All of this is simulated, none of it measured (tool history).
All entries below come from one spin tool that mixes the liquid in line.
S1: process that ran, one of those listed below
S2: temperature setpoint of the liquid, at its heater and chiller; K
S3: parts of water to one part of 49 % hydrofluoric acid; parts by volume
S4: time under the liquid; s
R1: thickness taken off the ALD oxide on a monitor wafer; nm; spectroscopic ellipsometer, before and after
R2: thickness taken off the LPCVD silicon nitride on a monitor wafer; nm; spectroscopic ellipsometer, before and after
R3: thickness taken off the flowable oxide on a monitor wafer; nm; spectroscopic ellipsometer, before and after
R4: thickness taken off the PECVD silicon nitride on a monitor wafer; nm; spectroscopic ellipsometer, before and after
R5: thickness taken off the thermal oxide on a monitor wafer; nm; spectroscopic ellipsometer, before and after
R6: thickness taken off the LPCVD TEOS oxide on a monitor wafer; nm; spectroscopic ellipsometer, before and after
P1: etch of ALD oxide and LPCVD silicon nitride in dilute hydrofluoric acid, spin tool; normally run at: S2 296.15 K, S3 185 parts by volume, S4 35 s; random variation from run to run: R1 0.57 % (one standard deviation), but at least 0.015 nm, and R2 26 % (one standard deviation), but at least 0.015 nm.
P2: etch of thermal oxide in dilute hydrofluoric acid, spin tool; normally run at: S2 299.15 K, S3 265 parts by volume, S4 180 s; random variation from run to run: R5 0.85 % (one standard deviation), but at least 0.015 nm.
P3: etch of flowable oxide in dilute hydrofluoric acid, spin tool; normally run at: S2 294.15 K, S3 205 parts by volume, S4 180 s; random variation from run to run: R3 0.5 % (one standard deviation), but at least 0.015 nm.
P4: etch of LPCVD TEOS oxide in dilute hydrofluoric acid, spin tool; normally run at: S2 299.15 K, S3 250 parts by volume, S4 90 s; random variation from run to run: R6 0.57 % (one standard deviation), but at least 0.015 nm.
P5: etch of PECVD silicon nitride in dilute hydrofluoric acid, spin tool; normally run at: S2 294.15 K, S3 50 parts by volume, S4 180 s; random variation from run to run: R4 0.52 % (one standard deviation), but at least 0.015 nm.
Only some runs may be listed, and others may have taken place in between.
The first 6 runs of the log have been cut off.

Run 7, hour 43.6: S1 P1, S2 296.15 K, S3 185 parts by volume, S4 35 s. Result: R1 4.4977 nm, R2 0.091982 nm.
Run 8, hour 48.0: S1 P1, S2 296.15 K, S3 185 parts by volume, S4 55 s. Result: R1 7.0185 nm, R2 0.172750 nm.
Run 9, hour 51.8: S1 P2, S2 294.15 K, S3 265 parts by volume, S4 180 s. Result: R5 2.45560 nm.
Run 10, hour 59.9: S1 P1, S2 296.15 K, S3 185 parts by volume, S4 35 s. Result: R1 4.4814 nm, R2 0.084323 nm.
Run 11, hour 66.5: S1 P1, S2 296.15 K, S3 185 parts by volume, S4 35 s. Result: R1 4.5094 nm, R2 0.121600 nm.
Run 12, hour 75.1: S1 P1, S2 290.15 K, S3 185 parts by volume, S4 15 s. Result: R1 1.5235 nm, R2 0.030208 nm.
Run 13, hour 83.1: S1 P4, S2 304.15 K, S3 250 parts by volume, S4 90 s. Result: R6 6.6110 nm.
Run 14, hour 87.2: S1 P4, S2 299.15 K, S3 250 parts by volume, S4 145 s. Result: R6 8.9728 nm.
Run 15, hour 92.3: S1 P2, S2 299.15 K, S3 265 parts by volume, S4 180 s. Result: R5 2.94280 nm.
Run 16, hour 97.0: S1 P5, S2 294.15 K, S3 20 parts by volume, S4 180 s. Result: R4 38.3960 nm.
Run 17, hour 100.9: S1 P4, S2 299.15 K, S3 415 parts by volume, S4 90 s. Result: R6 2.8377 nm.
Run 18, hour 109.2: S1 P5, S2 294.15 K, S3 50 parts by volume, S4 30 s. Result: R4 2.6187 nm.
Run 19, hour 116.2: S1 P1, S2 296.15 K, S3 45 parts by volume, S4 35 s. Result: R1 21.8560 nm, R2 0.185220 nm.
Run 20, hour 121.7: S1 P1, S2 296.15 K, S3 300 parts by volume, S4 35 s. Result: R1 2.4512 nm, R2 0.014110 nm.
Run 21, hour 129.9: S1 P3, S2 294.15 K, S3 205 parts by volume, S4 310 s. Result: R3 47.815 nm.
Run 22, hour 135.3: S1 P1, S2 292.15 K, S3 185 parts by volume, S4 50 s. Result: R1 5.4515 nm, R2 0.098544 nm.
Run 23, hour 141.8: S1 P5, S2 294.15 K, S3 50 parts by volume, S4 180 s. Result: R4 15.8000 nm.
Run 24, hour 146.3: S1 P2, S2 299.15 K, S3 265 parts by volume, S4 15 s. Result: R5 0.28092 nm.
Run 25, hour 154.6: S1 P4, S2 299.15 K, S3 250 parts by volume, S4 90 s. Result: R6 5.6418 nm.
Run 26, hour 159.5: S1 P2, S2 299.15 K, S3 115 parts by volume, S4 180 s. Result: R5 7.94620 nm.
Run 27, hour 166.0: S1 P1, S2 290.15 K, S3 185 parts by volume, S4 35 s. Result: R1 3.5096 nm, R2 0.039773 nm.
Run 28, hour 173.1: S1 P3, S2 290.15 K, S3 205 parts by volume, S4 180 s. Result: R3 23.628 nm.
Run 29, hour 178.7: S1 P3, S2 294.15 K, S3 205 parts by volume, S4 180 s. Result: R3 27.694 nm.
Run 30, hour 185.9: S1 P1, S2 296.15 K, S3 185 parts by volume, S4 35 s. Result: R1 4.5339 nm, R2 0.075169 nm.
Run 31, hour 190.6: S1 P1, S2 296.15 K, S3 185 parts by volume, S4 35 s. Result: R1 4.3807 nm, R2 0.084172 nm.

The next listed run, before its measurement:
Run 32, hour 195.1: S1 P1, S2 296.15 K, S3 185 parts by volume, S4 35 s. Result: R1 ?, R2 ?.

{"run 32": {"R1": 4.2989, "R2": 0.066713}}

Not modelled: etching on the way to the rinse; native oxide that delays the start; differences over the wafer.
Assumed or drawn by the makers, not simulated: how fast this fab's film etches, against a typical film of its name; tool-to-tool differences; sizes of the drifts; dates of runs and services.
